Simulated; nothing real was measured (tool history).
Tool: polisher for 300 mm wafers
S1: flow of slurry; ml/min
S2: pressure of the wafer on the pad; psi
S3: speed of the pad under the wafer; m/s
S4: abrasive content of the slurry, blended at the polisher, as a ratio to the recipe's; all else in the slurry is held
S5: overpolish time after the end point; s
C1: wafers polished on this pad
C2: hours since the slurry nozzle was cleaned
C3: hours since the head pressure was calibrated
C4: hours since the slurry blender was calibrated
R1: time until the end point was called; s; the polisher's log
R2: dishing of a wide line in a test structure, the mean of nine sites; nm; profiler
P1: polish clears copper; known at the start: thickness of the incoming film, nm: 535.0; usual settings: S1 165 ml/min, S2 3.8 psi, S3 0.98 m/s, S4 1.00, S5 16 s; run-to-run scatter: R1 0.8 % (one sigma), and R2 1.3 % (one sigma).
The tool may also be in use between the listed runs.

run 1 hour=7.5 | S1=165 S2=3.8 S3=0.98 S4=1.00 S5=16 | C1=528 C2=242.4 C3=433.3 C4=157.1 | R1=125.640 R2=38.505
run 2 hour=14.7 | S1=260 S2=3.8 S3=0.98 S4=1.00 S5=16 | C1=567 C2=249.6 C3=440.5 C4=164.3 | R1=117.470 R2=39.827
run 3 hour=22.5 | S1=165 S2=3.8 S3=0.98 S4=0.55 S5=16 | C1=610 C2=257.4 C3=448.3 C4=172.1 | R1=139.700 R2=34.180
run 4 hour=36.0 | S1=165 S2=3.8 S3=0.98 S4=1.00 S5=16 | C1=684 C2=270.9 C3=461.8 C4=185.6 | R1=124.810 R2=38.694
run 5 hour=46.8 | S1=165 S2=3.8 S3=0.98 S4=1.00 S5=16 | C1=743 C2=281.7 C3=472.6 C4=196.4 | R1=124.180 R2=38.524
run 6 hour=63.0 | S1=165 S2=3.8 S3=0.98 S4=1.00 S5=16 | C1=832 C2=297.9 C3=488.8 C4=212.6 | R1=124.840 R2=38.399
run 7 hour=77.5 | S1=100 S2=3.8 S3=0.98 S4=1.00 S5=16 | C1=911 C2=312.4 C3=503.3 C4=227.1 | R1=137.780 R2=34.798
-- hour=87.0 slurry blender recalibrated
run 8 hour=87.8 | S1=165 S2=5.9 S3=0.98 S4=1.00 S5=16 | C1=968 C2=322.7 C3=513.6 C4=0.9 | R1=80.959 R2=50.847
-- hour=101.4 worn pad replaced by a new one
run 9 hour=103.9 | S1=205 S2=3.8 S3=0.98 S4=1.00 S5=26 | C1=14 C2=338.8 C3=529.7 C4=17.0 | R1=121.860 R2=51.842
run 10 hour=116.5 | S1=165 S2=3.8 S3=0.98 S4=1.40 S5=7 | C1=83 C2=351.4 C3=542.3 C4=29.6 | R1=115.280 R2=21.681
run 11 hour=131.3 | S1=165 S2=3.8 S3=1.52 S4=1.00 S5=16 | C1=164 C2=366.2 C3=557.1 C4=44.4 | R1=80.507 R2=49.889
run 12 hour=144.6 | S1=165 S2=3.8 S3=0.98 S4=1.50 S5=16 | C1=237 C2=379.5 C3=570.4 C4=57.7 | R1=114.680 R2=40.393
run 13 hour=155.4 | S1=165 S2=2.1 S3=0.98 S4=1.00 S5=16 | C1=296 C2=390.3 C3=581.2 C4=68.5 | R1=223.560 R2=23.898
run 14 hour=168.6 | S1=165 S2=3.8 S3=0.98 S4=1.00 S5=16 | C1=368 C2=403.5 C3=594.4 C4=81.7 | R1=125.090 R2=38.891
run 15 hour=184.5 | S1=165 S2=3.8 S3=0.98 S4=1.00 S5=29 | C1=455 C2=419.4 C3=610.3 C4=97.6 | R1=124.340 R2=52.973
run 16 hour=196.1 | S1=165 S2=3.8 S3=0.98 S4=1.00 S5=5 | C1=519 C2=431.0 C3=621.9 C4=109.2 | R1=124.460 R2=15.368
run 17 hour=207.7 | S1=165 S2=3.8 S3=0.44 S4=1.00 S5=16 | C1=582 C2=442.6 C3=633.5 C4=120.8 | R1=277.920 R2=21.091

The next listed run, before its measurement:
run 18 hour=223.4 | S1=165 S2=3.8 S3=0.98 S4=1.00 S5=16 | C1=668 C2=458.3 C3=649.2 C4=136.5 | R1=? R2=?

Run 18 gave R1 125.100 s, R2 38.620 nm.
